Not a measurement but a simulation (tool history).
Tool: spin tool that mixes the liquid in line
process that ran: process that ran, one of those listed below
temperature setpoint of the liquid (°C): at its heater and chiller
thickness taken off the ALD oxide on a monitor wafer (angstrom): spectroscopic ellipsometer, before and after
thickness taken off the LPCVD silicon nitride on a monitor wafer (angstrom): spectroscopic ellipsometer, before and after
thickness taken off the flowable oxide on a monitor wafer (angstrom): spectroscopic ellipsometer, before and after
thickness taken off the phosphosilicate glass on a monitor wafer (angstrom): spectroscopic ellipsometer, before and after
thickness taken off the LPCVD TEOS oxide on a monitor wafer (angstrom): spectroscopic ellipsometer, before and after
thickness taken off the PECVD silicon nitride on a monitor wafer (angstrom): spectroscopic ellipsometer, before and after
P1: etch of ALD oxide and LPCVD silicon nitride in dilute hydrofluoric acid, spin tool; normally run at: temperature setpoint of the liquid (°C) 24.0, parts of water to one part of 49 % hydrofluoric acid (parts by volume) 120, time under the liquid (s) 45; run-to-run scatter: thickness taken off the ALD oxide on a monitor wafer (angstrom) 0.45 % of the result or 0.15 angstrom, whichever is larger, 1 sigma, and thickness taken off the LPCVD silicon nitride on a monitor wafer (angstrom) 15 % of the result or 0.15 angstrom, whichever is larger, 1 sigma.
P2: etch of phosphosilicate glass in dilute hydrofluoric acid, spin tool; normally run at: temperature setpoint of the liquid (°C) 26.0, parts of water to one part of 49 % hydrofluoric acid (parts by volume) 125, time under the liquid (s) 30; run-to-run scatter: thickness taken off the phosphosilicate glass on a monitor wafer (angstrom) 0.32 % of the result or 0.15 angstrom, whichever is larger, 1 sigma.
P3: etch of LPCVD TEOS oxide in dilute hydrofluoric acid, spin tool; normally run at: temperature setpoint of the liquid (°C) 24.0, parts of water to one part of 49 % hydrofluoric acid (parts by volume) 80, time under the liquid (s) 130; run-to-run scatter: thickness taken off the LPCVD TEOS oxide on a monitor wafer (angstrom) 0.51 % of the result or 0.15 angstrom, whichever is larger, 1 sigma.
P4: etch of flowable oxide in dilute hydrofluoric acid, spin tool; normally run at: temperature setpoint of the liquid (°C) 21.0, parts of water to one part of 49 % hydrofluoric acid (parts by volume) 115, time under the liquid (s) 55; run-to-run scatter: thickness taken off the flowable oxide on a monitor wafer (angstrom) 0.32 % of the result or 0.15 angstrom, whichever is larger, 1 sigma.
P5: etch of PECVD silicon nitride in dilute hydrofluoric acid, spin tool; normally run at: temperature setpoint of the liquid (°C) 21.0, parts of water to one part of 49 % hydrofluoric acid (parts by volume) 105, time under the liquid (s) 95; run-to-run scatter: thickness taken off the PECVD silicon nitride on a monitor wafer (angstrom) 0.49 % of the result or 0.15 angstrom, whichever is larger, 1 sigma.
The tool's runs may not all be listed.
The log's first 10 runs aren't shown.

run,hour,process that ran,temperature setpoint of the liquid (°C),parts of water to one part of 49 % hydrofluoric acid (parts by volume),time under the liquid (s),hours since the thermometer was replaced,hours since the hydrofluoric acid flow meter was replaced,thickness taken off the ALD oxide on a monitor wafer (angstrom),thickness taken off the LPCVD silicon nitride on a monitor wafer (angstrom),thickness taken off the flowable oxide on a monitor wafer (angstrom),thickness taken off the phosphosilicate glass on a monitor wafer (angstrom),thickness taken off the LPCVD TEOS oxide on a monitor wafer (angstrom),thickness taken off the PECVD silicon nitride on a monitor wafer (angstrom)
11,129.0,P1,24.0,120,25,376.0,1469.8,53.602,0.94336,,,,
12,136.8,P4,21.0,115,55,383.8,1477.6,,,172.360,,,
13,150.4,P4,21.0,115,55,397.4,1491.2,,,172.000,,,
14,160.3,P4,21.0,25,55,407.3,1501.1,,,887.560,,,
15,174.0,P5,26.0,105,95,421.0,1514.8,,,,,,58.274
16,185.9,P2,26.0,125,60,432.9,1526.7,,,,813.64,,
17,197.3,P1,24.0,120,45,444.3,1538.1,96.389,1.95610,,,,
18,208.0,P1,29.0,120,45,455.0,1548.8,116.200,1.52530,,,,
19,218.0,P1,24.0,50,45,465.0,1558.8,250.750,4.99480,,,,
20,225.2,P1,17.0,120,45,472.2,1566.0,72.967,0.96138,,,,
21,232.3,P2,20.5,125,30,479.3,1573.1,,,,326.43,,
22,241.4,P1,24.0,120,45,488.4,1582.2,96.202,1.26680,,,,
23,253.8,P5,21.0,30,95,500.8,1594.6,,,,,,141.400
24,260.0,P3,24.0,80,215,507.0,1600.8,,,,,465.42,
25,273.0,P1,24.0,120,70,520.0,1613.8,149.720,2.70930,,,,
26,282.1,P1,24.0,120,45,529.1,1622.9,96.238,1.47630,,,,
27,294.1,P1,24.0,185,25,541.1,1634.9,32.610,0.62728,,,,
28,303.3,P1,24.0,190,45,550.3,1644.1,56.038,1.36790,,,,
29,310.1,P4,21.0,115,30,557.1,1650.9,,,94.451,,,
30,323.6,P1,24.0,120,45,570.6,1664.4,96.141,1.86160,,,,
31,337.1,P1,24.0,120,45,584.1,1677.9,98.808,2.11590,,,,
32,347.5,P1,24.0,120,45,594.5,1688.3,99.923,2.00100,,,,
33,354.1,P1,24.0,120,45,601.1,1694.9,100.240,1.79120,,,,
34,365.4,P1,24.0,120,45,612.4,1706.2,102.060,1.67540,,,,

The next listed run, before its measurement:
35,379.3,P1,24.0,120,45,626.3,1720.1,?,?,,,,

thickness taken off the ALD oxide on a monitor wafer (angstrom): 101.920
thickness taken off the LPCVD silicon nitride on a monitor wafer (angstrom): 2.13930
